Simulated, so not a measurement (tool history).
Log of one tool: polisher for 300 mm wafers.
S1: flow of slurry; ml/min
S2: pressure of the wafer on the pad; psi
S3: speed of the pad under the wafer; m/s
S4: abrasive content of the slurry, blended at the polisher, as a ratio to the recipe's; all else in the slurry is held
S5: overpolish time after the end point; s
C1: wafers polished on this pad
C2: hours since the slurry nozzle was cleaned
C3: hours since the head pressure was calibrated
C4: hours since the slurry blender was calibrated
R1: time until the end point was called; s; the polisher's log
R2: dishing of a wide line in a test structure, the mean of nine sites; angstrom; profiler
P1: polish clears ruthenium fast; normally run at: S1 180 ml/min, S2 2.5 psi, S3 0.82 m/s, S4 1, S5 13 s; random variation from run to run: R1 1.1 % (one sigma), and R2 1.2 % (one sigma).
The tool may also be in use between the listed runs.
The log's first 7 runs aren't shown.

run   hour   S1   S2    S3    S4  S5    C1     C2     C3     C4      R1      R2
  8   77.2  180  2.5  0.82     1  13  1526  268.3  401.4  157.7  85.802  319.37
  9   82.5  180  1.1  0.82     1  13  1570  273.6  406.7    163   195.9   152.2
 10   90.6  180  3.9  0.82  1.35  13  1637  281.7  414.8  171.1  49.632  515.89
 11   98.7  180  2.5  0.82     1  13  1704  289.8  422.9  179.2  87.512  318.05
 12  107.1  180  3.9  0.82  1.45  13  1774  298.2  431.3  187.6  48.094  525.02
 13  116.1  180    4  0.82     1  13  1848  307.2  440.3  196.6  54.777  461.79
 14  121.7  280  2.5  0.82     1  13  1894  312.8  445.9  202.2  82.085     342
 15  129.5  180  2.5  0.38     1  13  1959  320.6  453.7    210  185.71  162.02
 16    141  180  2.5  0.82     1  13  2054  332.1  465.2  221.5  86.416  315.05
 17  146.6  180  1.6  0.82  1.45  13  2100  337.7  470.8  227.1  119.47  251.19
 18  152.9  180  2.5  0.82     1   4  2152    344  477.1  233.4  86.138  107.32
 19  158.6  180  2.5  1.18     1  13  2199  349.7  482.8  239.1  60.265  436.64
 20  164.3  180  2.5  0.82     1  13  2247  355.4  488.5  244.8  87.228  323.54
 21  169.5  180  2.5  0.82     1  13  2290  360.6  493.7    250  88.369  319.66
 22  177.6  180  2.5  0.82     1  13  2357  368.7  501.8  258.1  91.213  316.69
 23  185.3  180  2.5  0.82     1  13  2420  376.4  509.5  265.8  90.195  306.93
 24    195  180  2.5  0.82     1  13  2501  386.1  519.2  275.5  91.201  308.25
 25  201.5  180  2.5  0.82     1  13  2554  392.6  525.7    282  93.797  308.69
 26  210.1  180  2.5  0.82     1  13  2625  401.2  534.3  290.6  93.641  295.43
     214.2  -- head pressure recalibrated
 27  215.8  180  2.5  0.82     1  13  2673  406.9    1.6  296.3  93.886  300.93
     219.8  -- worn pad replaced by a new one
 28  224.5  180  2.5  0.82     1  13    39  415.6   10.3    305  92.819  291.55

Forecast run 29:
 29  234.8  180  2.5  0.82   1  13  124  425.9  20.6  315.3   ?   ?

Run 29 gave R1 93.968 s, R2 298.44 angstrom.
